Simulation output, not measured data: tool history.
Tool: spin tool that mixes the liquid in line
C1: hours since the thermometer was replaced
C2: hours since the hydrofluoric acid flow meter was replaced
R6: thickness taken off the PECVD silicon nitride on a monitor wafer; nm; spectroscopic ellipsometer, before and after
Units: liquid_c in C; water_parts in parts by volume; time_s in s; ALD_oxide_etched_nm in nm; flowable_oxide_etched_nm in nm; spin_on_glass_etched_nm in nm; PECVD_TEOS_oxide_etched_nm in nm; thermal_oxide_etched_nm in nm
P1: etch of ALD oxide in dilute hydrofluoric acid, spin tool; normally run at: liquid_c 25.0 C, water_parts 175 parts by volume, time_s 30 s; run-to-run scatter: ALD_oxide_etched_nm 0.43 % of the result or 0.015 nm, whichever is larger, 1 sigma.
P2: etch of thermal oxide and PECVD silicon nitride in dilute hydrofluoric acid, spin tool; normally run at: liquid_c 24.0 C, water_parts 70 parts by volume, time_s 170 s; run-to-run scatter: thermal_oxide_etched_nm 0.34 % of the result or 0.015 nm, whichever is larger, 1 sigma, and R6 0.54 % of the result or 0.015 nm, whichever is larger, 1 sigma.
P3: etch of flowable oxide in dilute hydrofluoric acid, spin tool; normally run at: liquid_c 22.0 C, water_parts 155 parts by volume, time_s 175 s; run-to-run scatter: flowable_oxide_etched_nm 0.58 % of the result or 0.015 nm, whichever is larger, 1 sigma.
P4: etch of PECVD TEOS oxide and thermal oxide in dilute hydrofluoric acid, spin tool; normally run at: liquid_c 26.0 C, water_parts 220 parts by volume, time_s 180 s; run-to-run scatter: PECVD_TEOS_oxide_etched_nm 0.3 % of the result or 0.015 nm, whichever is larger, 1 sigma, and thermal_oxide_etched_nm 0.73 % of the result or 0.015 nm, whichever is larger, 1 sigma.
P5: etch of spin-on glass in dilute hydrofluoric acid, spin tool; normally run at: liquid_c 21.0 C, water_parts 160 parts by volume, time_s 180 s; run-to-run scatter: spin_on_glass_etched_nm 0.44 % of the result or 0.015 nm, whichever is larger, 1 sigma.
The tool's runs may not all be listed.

run 1 hour=11.6 | process=P1 liquid_c=25.0 water_parts=175 time_s=30 | C1=605.3 C2=1887.4 | ALD_oxide_etched_nm=5.3148
run 2 hour=22.1 | process=P3 liquid_c=27.0 water_parts=155 time_s=175 | C1=615.8 C2=1897.9 | flowable_oxide_etched_nm=44.052
run 3 hour=33.8 | process=P5 liquid_c=29.5 water_parts=160 time_s=180 | C1=627.5 C2=1909.6 | spin_on_glass_etched_nm=58.129
run 4 hour=40.9 | process=P1 liquid_c=25.0 water_parts=305 time_s=55 | C1=634.6 C2=1916.7 | ALD_oxide_etched_nm=4.8660
run 5 hour=49.9 | process=P1 liquid_c=25.0 water_parts=175 time_s=30 | C1=643.6 C2=1925.7 | ALD_oxide_etched_nm=5.3439
run 6 hour=62.7 | process=P1 liquid_c=25.0 water_parts=175 time_s=30 | C1=656.4 C2=1938.5 | ALD_oxide_etched_nm=5.2983
run 7 hour=74.1 | process=P1 liquid_c=32.0 water_parts=315 time_s=30 | C1=667.8 C2=1949.9 | ALD_oxide_etched_nm=3.1608
run 8 hour=84.4 | process=P1 liquid_c=25.0 water_parts=175 time_s=15 | C1=678.1 C2=1960.2 | ALD_oxide_etched_nm=2.6671
run 9 hour=91.0 | process=P4 liquid_c=26.0 water_parts=220 time_s=15 | C1=684.7 C2=1966.8 | PECVD_TEOS_oxide_etched_nm=1.4729 thermal_oxide_etched_nm=0.31848
run 10 hour=98.5 | process=P5 liquid_c=21.0 water_parts=160 time_s=325 | C1=692.2 C2=1974.3 | spin_on_glass_etched_nm=76.213
run 11 hour=109.6 | process=P4 liquid_c=26.0 water_parts=220 time_s=180 | C1=703.3 C2=1985.4 | PECVD_TEOS_oxide_etched_nm=17.4580 thermal_oxide_etched_nm=3.88560
run 12 hour=119.5 | process=P3 liquid_c=22.0 water_parts=245 time_s=175 | C1=713.2 C2=1995.3 | flowable_oxide_etched_nm=20.686
run 13 hour=133.1 | process=P1 liquid_c=25.0 water_parts=45 time_s=30 | C1=726.8 C2=2008.9 | ALD_oxide_etched_nm=24.3510
run 14 hour=140.8 | process=P1 liquid_c=25.0 water_parts=310 time_s=30 | C1=734.5 C2=2016.6 | ALD_oxide_etched_nm=2.5981
run 15 hour=151.5 | process=P2 liquid_c=20.0 water_parts=70 time_s=170 | C1=745.2 C2=2027.3 | thermal_oxide_etched_nm=10.28000 R6=7.63550
run 16 hour=158.8 | process=P2 liquid_c=24.0 water_parts=100 time_s=170 | C1=752.5 C2=2034.6 | thermal_oxide_etched_nm=8.10200 R6=7.04290
run 17 hour=169.9 | process=P1 liquid_c=25.0 water_parts=175 time_s=55 | C1=763.6 C2=2045.7 | ALD_oxide_etched_nm=9.8369
-- hour=176.8 hydrofluoric acid flow meter replaced
run 18 hour=179.5 | process=P2 liquid_c=24.0 water_parts=70 time_s=170 | C1=773.2 C2=2.8 | thermal_oxide_etched_nm=12.08200 R6=9.99380
run 19 hour=190.1 | process=P4 liquid_c=26.0 water_parts=95 time_s=180 | C1=783.8 C2=13.4 | PECVD_TEOS_oxide_etched_nm=46.6870 thermal_oxide_etched_nm=10.30500
run 20 hour=197.1 | process=P2 liquid_c=24.0 water_parts=70 time_s=170 | C1=790.8 C2=20.4 | thermal_oxide_etched_nm=12.11400 R6=9.92760
run 21 hour=208.7 | process=P1 liquid_c=25.0 water_parts=175 time_s=30 | C1=802.4 C2=32.0 | ALD_oxide_etched_nm=5.4113
run 22 hour=217.3 | process=P1 liquid_c=25.0 water_parts=175 time_s=30 | C1=811.0 C2=40.6 | ALD_oxide_etched_nm=5.3785
run 23 hour=223.7 | process=P5 liquid_c=21.0 water_parts=35 time_s=180 | C1=817.4 C2=47.0 | spin_on_glass_etched_nm=222.540
run 24 hour=231.9 | process=P3 liquid_c=22.0 water_parts=155 time_s=175 | C1=825.6 C2=55.2 | flowable_oxide_etched_nm=36.648
run 25 hour=242.3 | process=P1 liquid_c=25.0 water_parts=175 time_s=30 | C1=836.0 C2=65.6 | ALD_oxide_etched_nm=5.3678
run 26 hour=255.9 | process=P1 liquid_c=17.0 water_parts=175 time_s=30 | C1=849.6 C2=79.2 | ALD_oxide_etched_nm=3.9068
run 27 hour=267.6 | process=P5 liquid_c=21.0 water_parts=160 time_s=180 | C1=861.3 C2=90.9 | spin_on_glass_etched_nm=41.852
run 28 hour=281.3 | process=P3 liquid_c=22.0 water_parts=155 time_s=55 | C1=875.0 C2=104.6 | flowable_oxide_etched_nm=11.443
run 29 hour=292.0 | process=P4 liquid_c=18.0 water_parts=220 time_s=180 | C1=885.7 C2=115.3 | PECVD_TEOS_oxide_etched_nm=12.8380 thermal_oxide_etched_nm=2.86290
run 30 hour=299.5 | process=P1 liquid_c=33.5 water_parts=175 time_s=30 | C1=893.2 C2=122.8 | ALD_oxide_etched_nm=7.2091

Run 31 comes next. What will it give?
run 31 hour=310.9 | process=P2 liquid_c=24.0 water_parts=70 time_s=15 | C1=904.6 C2=134.2 | thermal_oxide_etched_nm=? R6=?

thermal_oxide_etched_nm: 1.07540 nm
R6: 0.89967 nm
